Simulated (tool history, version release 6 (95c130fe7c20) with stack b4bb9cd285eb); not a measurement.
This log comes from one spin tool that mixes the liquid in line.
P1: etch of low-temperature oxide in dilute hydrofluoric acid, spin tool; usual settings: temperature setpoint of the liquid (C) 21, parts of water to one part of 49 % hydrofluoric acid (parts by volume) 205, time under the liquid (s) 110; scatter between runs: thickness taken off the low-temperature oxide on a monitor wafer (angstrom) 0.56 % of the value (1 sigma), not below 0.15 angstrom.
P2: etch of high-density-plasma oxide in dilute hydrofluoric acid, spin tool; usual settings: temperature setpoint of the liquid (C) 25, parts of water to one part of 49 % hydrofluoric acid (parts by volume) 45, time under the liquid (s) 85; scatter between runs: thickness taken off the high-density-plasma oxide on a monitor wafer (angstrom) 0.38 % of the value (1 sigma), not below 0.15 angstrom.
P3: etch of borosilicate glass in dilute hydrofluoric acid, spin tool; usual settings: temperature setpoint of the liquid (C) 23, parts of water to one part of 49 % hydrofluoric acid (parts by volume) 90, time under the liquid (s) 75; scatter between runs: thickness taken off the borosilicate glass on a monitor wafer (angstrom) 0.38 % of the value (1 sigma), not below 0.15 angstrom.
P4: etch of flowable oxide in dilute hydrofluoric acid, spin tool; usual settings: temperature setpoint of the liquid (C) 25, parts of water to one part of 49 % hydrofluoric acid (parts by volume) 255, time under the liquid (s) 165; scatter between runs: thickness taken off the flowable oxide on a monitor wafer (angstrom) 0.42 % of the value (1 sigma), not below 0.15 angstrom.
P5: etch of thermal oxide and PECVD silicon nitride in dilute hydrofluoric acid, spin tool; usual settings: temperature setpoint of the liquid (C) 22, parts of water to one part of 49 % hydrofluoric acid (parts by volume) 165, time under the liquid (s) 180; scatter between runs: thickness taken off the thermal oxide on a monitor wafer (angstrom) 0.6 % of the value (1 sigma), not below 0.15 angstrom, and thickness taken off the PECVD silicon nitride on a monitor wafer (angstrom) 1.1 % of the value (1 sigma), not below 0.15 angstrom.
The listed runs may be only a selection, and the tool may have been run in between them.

run	hour	process that ran	temperature setpoint of the liquid (C)	parts of water to one part of 49 % hydrofluoric acid (parts by volume)	time under the liquid (s)	hours since the thermometer was replaced	hours since the hydrofluoric acid flow meter was replaced	thickness taken off the low-temperature oxide on a monitor wafer (angstrom)	thickness taken off the flowable oxide on a monitor wafer (angstrom)	thickness taken off the high-density-plasma oxide on a monitor wafer (angstrom)	thickness taken off the borosilicate glass on a monitor wafer (angstrom)	thickness taken off the thermal oxide on a monitor wafer (angstrom)	thickness taken off the PECVD silicon nitride on a monitor wafer (angstrom)
1	16.8	P1	21	205	110	1047.4	1070.1	145.71					
2	31	P4	25	255	165	1061.6	1084.3		124.25				
3	43.1	P4	25	255	90	1073.7	1096.4		68.217				
4	54.2	P1	21	205	110	1084.8	1107.5	145.74					
5	67.7	P1	21	205	15	1098.3	1121	20.173					
6	78.2	P4	25	105	165	1108.8	1131.5		357.6				
7	87.9	P1	21	205	155	1118.5	1141.2	208.16					
8	96.3	P1	21	205	110	1126.9	1149.6	146.46					
9	114.8	P1	28	205	110	1145.4	1168.1	188.16					
10	132.7	P1	21	110	65	1163.3	1186	178.9					
11	143.9	P1	17	205	110	1174.5	1197.2	125.04					
12	154.8	P2	33	45	85	1185.4	1208.1			151.78			
13	165.8	P2	25	45	15	1196.4	1219.1			19.615			
14	181.5	P3	28.5	90	75	1212.1	1234.8				381.36		
15	192.5	P3	23	90	15	1223.1	1245.8				61.712		
16	202.4	P5	22	95	180	1233	1255.7					88.486	40.063
17	211.6	P1	21	205	110	1242.2	1264.9	146.61					
18	220.6	P3	23	90	75	1251.2	1273.9				306.15		
19	231.7	P1	21	360	110	1262.3	1285	72.139					
20	244.3	P4	17	255	165	1274.9	1297.6		93.41				
21	261.5	P2	25	75	85	1292.1	1314.8			63.345			
22	277.7	P1	21	205	110	1308.3	1331	146.2					
23	287.8	P2	25	45	85	1318.4	1341.1			110.31			
24	304.3	P5	22	165	180	1334.9	1357.6					46.228	23.614
25	318.7	P3	23	135	75	1349.3	1372				194.08		
26	334	P1	17	295	110	1364.6	1387.3	81.948					
27	350	P5	29	165	180	1380.6	1403.3					60.047	36.861
28	365.3	P4	25	255	165	1395.9	1418.6		124.84				
29	379.9	P5	22	165	180	1410.5	1433.2					46.357	22.926
30	396.6	P1	21	50	110	1427.2	1449.9	715.1					
31	412.8	P5	22	165	295	1443.4	1466.1					75.884	37.715
32	429	P1	21	205	110	1459.6	1482.3	147.01					
33	442.1	P1	21	205	110	1472.7	1495.4	145.62					
34	453.2	P1	21	205	110	1483.8	1506.5	139.68					
35	463.4	P1	21	205	110	1494	1516.7	137.78					
36	480.2	P1	21	205	110	1510.8	1533.5	136.13					
37	496.7	P1	21	205	110	1527.3	1550	134.65					
38	506.3	P1	21	205	110	1536.9	1559.6	134.55					
39	517.7	P1	21	205	110	1548.3	1571	135.52					

The output of P1 has drifted from where it used to be. Each of the 2 causes below, taken at the size shown beside it, accounts for the log equally well:
A: liquid colder than its thermometer reads (K) = 2.35
B: hydrofluoric acid flow below the setpoint (%) = 7.2
At approximately hour 442.1, the process output began to creep.

4 check runs are offered, each on 2 wafers whose results are averaged, their results left as question marks. Which one tells the causes apart?
check 1	529.1	P5	22	105	180							?	?
check 2	529.1	P2	31	45	15					?			
check 3	529.1	P3	27.5	125	75						?		
check 4	529.1	P4	21.5	255	165				?				

If the cause were each of the candidates in turn, the checks would give the following:
check	result	if A	if B
check 1	thickness taken off the thermal oxide on a monitor wafer (angstrom)	70.994	71.803
check 1	thickness taken off the PECVD silicon nitride on a monitor wafer (angstrom)	30.962	33.716
check 2	thickness taken off the high-density-plasma oxide on a monitor wafer (angstrom)	22.482	22.766
check 3	thickness taken off the borosilicate glass on a monitor wafer (angstrom)	229.93	230.46
check 4	thickness taken off the flowable oxide on a monitor wafer (angstrom)	100.77	100.18
How far apart the two closest causes lie, in the result that separates them most: check 1 8.52 %; check 2 1.26 %; check 3 0.23 %; check 4 0.59 %
Check 1 is the one run that separates the causes; every other check would come out nearly the same whichever cause is at work.

Running check 1 produced the following: thickness taken off the thermal oxide on a monitor wafer (angstrom) 71.045; thickness taken off the PECVD silicon nitride on a monitor wafer (angstrom) 30.94. Which one of the listed causes fits?

A is the cause: liquid colder than its thermometer reads (K).
